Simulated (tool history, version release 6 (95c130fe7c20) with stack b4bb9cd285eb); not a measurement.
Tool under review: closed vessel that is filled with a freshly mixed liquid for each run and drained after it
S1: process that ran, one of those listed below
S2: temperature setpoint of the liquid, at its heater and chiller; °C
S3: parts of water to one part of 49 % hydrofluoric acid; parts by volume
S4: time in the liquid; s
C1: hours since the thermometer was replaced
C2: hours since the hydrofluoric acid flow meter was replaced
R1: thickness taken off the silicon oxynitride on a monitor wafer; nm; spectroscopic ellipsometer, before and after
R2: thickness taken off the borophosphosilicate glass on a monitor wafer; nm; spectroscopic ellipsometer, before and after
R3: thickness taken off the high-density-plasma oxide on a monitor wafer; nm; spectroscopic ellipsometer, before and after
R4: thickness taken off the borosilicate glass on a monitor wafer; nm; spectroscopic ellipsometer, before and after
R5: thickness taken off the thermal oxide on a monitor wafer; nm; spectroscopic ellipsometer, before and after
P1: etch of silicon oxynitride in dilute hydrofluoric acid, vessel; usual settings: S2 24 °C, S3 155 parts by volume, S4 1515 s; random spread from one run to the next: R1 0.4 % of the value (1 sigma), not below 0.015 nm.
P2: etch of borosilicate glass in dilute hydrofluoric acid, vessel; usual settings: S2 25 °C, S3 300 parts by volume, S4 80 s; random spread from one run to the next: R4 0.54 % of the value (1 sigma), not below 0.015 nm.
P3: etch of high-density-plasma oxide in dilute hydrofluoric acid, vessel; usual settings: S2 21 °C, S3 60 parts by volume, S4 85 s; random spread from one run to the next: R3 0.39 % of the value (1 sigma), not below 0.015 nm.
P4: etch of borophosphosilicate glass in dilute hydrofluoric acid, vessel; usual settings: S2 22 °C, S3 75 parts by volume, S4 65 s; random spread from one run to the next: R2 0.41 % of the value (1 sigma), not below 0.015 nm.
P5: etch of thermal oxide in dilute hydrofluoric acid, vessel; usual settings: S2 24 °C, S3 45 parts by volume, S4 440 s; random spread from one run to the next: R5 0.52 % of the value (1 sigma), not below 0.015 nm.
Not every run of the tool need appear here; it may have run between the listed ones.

Run 1, hour 7: S1 P1, S2 24 °C, S3 155 parts by volume, S4 1515 s; C1 256.8; C2 481.6. Result: R1 17.977 nm.
Run 2, hour 12.9: S1 P4, S2 22 °C, S3 30 parts by volume, S4 65 s; C1 262.7; C2 487.5. Result: R2 82.658 nm.
Run 3, hour 21.5: S1 P1, S2 24 °C, S3 35 parts by volume, S4 1515 s; C1 271.3; C2 496.1. Result: R1 87.506 nm.
Run 4, hour 31.7: S1 P3, S2 21 °C, S3 60 parts by volume, S4 85 s; C1 281.5; C2 506.3. Result: R3 6.8907 nm.
Run 5, hour 41.7: S1 P2, S2 25 °C, S3 150 parts by volume, S4 80 s; C1 291.5; C2 516.3. Result: R4 18.233 nm.
Run 6, hour 54.4: S1 P1, S2 28 °C, S3 155 parts by volume, S4 1515 s; C1 304.2; C2 529. Result: R1 21.441 nm.
Run 7, hour 65.1: S1 P2, S2 32 °C, S3 300 parts by volume, S4 80 s; C1 314.9; C2 539.7. Result: R4 9.8434 nm.
Run 8, hour 74.1: S1 P3, S2 21 °C, S3 60 parts by volume, S4 30 s; C1 323.9; C2 548.7. Result: R3 2.4267 nm.
Run 9, hour 81.3: S1 P1, S2 19 °C, S3 155 parts by volume, S4 1515 s; C1 331.1; C2 555.9. Result: R1 14.222 nm.
Run 10, hour 88.8: S1 P4, S2 22 °C, S3 75 parts by volume, S4 30 s; C1 338.6; C2 563.4. Result: R2 14.378 nm.
Run 11, hour 100.6: S1 P4, S2 25.5 °C, S3 75 parts by volume, S4 65 s; C1 350.4; C2 575.2. Result: R2 36.017 nm.
Run 12, hour 107: S1 P1, S2 24 °C, S3 155 parts by volume, S4 1515 s; C1 356.8; C2 581.6. Result: R1 18.079 nm.
Run 13, hour 115.2: S1 P2, S2 25 °C, S3 300 parts by volume, S4 155 s; C1 365; C2 589.8. Result: R4 15.165 nm.
Run 14, hour 126: S1 P5, S2 24 °C, S3 45 parts by volume, S4 710 s; C1 375.8; C2 600.6. Result: R5 76.805 nm.
Run 15, hour 135.4: S1 P2, S2 25 °C, S3 300 parts by volume, S4 80 s; C1 385.2; C2 610. Result: R4 7.7953 nm.
Run 16, hour 147.5: S1 P1, S2 24 °C, S3 155 parts by volume, S4 385 s; C1 397.3; C2 622.1. Result: R1 4.5859 nm.
Run 17, hour 153.2: S1 P5, S2 17 °C, S3 45 parts by volume, S4 440 s; C1 403; C2 627.8. Result: R5 35.006 nm.
Run 18, hour 161.5: S1 P1, S2 17.5 °C, S3 90 parts by volume, S4 1515 s; C1 411.3; C2 636.1. Result: R1 23.74 nm.
Run 19, hour 171.8: S1 P5, S2 24 °C, S3 45 parts by volume, S4 440 s; C1 421.6; C2 646.4. Result: R5 46.861 nm.
Run 20, hour 181: S1 P3, S2 21 °C, S3 100 parts by volume, S4 85 s; C1 430.8; C2 655.6. Result: R3 3.9028 nm.
Run 21, hour 189.4: S1 P2, S2 25 °C, S3 300 parts by volume, S4 80 s; C1 439.2; C2 664. Result: R4 7.7998 nm.
Run 22, hour 202.1: S1 P4, S2 22 °C, S3 75 parts by volume, S4 65 s; C1 451.9; C2 676.7. Result: R2 31.22 nm.
Run 23, hour 209.2: S1 P1, S2 24 °C, S3 240 parts by volume, S4 1515 s; C1 459; C2 683.8. Result: R1 10.817 nm.
Run 24, hour 221: S1 P1, S2 20.5 °C, S3 155 parts by volume, S4 2835 s; C1 470.8; C2 695.6. Result: R1 28.381 nm.
Run 25, hour 233.1: S1 P1, S2 24 °C, S3 155 parts by volume, S4 1515 s; C1 482.9; C2 707.7. Result: R1 18.035 nm.
Run 26, hour 239.3: S1 P3, S2 29 °C, S3 60 parts by volume, S4 85 s; C1 489.1; C2 713.9. Result: R3 9.4768 nm.
Run 27, hour 251.3: S1 P1, S2 24 °C, S3 155 parts by volume, S4 2415 s; C1 501.1; C2 725.9. Result: R1 28.824 nm.
Run 28, hour 258.2: S1 P5, S2 24 °C, S3 45 parts by volume, S4 440 s; C1 508; C2 732.8. Result: R5 47.753 nm.
Run 29, hour 270.2: S1 P1, S2 24 °C, S3 155 parts by volume, S4 1515 s; C1 520; C2 744.8. Result: R1 17.989 nm.
Run 30, hour 281.5: S1 P1, S2 24 °C, S3 155 parts by volume, S4 1515 s; C1 531.3; C2 756.1. Result: R1 17.919 nm.
Run 31, hour 290.4: S1 P3, S2 21 °C, S3 60 parts by volume, S4 85 s; C1 540.2; C2 765. Result: R3 6.848 nm.
Run 32, hour 303.4: S1 P5, S2 24 °C, S3 70 parts by volume, S4 440 s; C1 553.2; C2 778. Result: R5 29.582 nm.
Run 33, hour 309.1: S1 P1, S2 24 °C, S3 155 parts by volume, S4 1515 s; C1 558.9; C2 783.7. Result: R1 17.922 nm.
Run 34, hour 321.5: S1 P1, S2 24 °C, S3 155 parts by volume, S4 1515 s; C1 571.3; C2 796.1. Result: R1 17.213 nm.
Run 35, hour 333.9: S1 P1, S2 24 °C, S3 155 parts by volume, S4 1515 s; C1 583.7; C2 808.5. Result: R1 16.903 nm.
Run 36, hour 340.3: S1 P1, S2 24 °C, S3 155 parts by volume, S4 1515 s; C1 590.1; C2 814.9. Result: R1 16.64 nm.
Run 37, hour 349.8: S1 P1, S2 24 °C, S3 155 parts by volume, S4 1515 s; C1 599.6; C2 824.4. Result: R1 16.548 nm.
Run 38, hour 360.5: S1 P1, S2 24 °C, S3 155 parts by volume, S4 1515 s; C1 610.3; C2 835.1. Result: R1 16.374 nm.
Run 39, hour 372.4: S1 P1, S2 24 °C, S3 155 parts by volume, S4 1515 s; C1 622.2; C2 847. Result: R1 16.388 nm.
Run 40, hour 382.2: S1 P1, S2 24 °C, S3 155 parts by volume, S4 1515 s; C1 632; C2 856.8. Result: R1 16.198 nm.
Run 41, hour 392.9: S1 P1, S2 24 °C, S3 155 parts by volume, S4 1515 s; C1 642.7; C2 867.5. Result: R1 16.048 nm.
Run 42, hour 403.8: S1 P1, S2 24 °C, S3 155 parts by volume, S4 1515 s; C1 653.6; C2 878.4. Result: R1 16.087 nm.
Run 43, hour 409.5: S1 P1, S2 24 °C, S3 155 parts by volume, S4 1515 s; C1 659.3; C2 884.1. Result: R1 16.074 nm.
Run 44, hour 420.9: S1 P1, S2 24 °C, S3 155 parts by volume, S4 1515 s; C1 670.7; C2 895.5. Result: R1 16.195 nm.

P1 no longer gives what it gave before; its output has crept away from where it was. The following 2 causes, each at its listed size, fit the log equally well:
A: liquid colder than its thermometer reads (K) = 2.38
B: hydrofluoric acid flow below the setpoint (%) = 9.31
Onset of the creep was near hour 309.1.

Question marks stand in for the results of the 4 check runs listed below, each run on one wafer. Under which run would the listed causes show clearly different results?
Run check 1, hour 432.3: S1 P2, S2 25 °C, S3 300 parts by volume, S4 80 s. Result: R4 ?.
Run check 2, hour 432.3: S1 P4, S2 22 °C, S3 75 parts by volume, S4 65 s. Result: R2 ?.
Run check 3, hour 432.3: S1 P3, S2 21 °C, S3 60 parts by volume, S4 85 s. Result: R3 ?.
Run check 4, hour 432.3: S1 P5, S2 24 °C, S3 45 parts by volume, S4 440 s. Result: R5 ?.

Expected result of each check under each candidate cause:
  check  result    if A    if B
check 1      R4  7.1854  6.8689
check 2      R2  28.242  28.007
check 3      R3  6.1904  6.1618
check 4      R5    42.9  42.702
Per-check spread between the two closest causes, in the result where they differ most: check 1 4.5 %; check 2 0.84 %; check 3 0.46 %; check 4 0.46 %
Check 1 distinguishes between the causes, while the remaining checks would return nearly the same result for all of them.

Running check 1 produced the following: R4 6.8559 nm. Which one of the listed causes fits?

It is B: hydrofluoric acid flow below the setpoint (%).
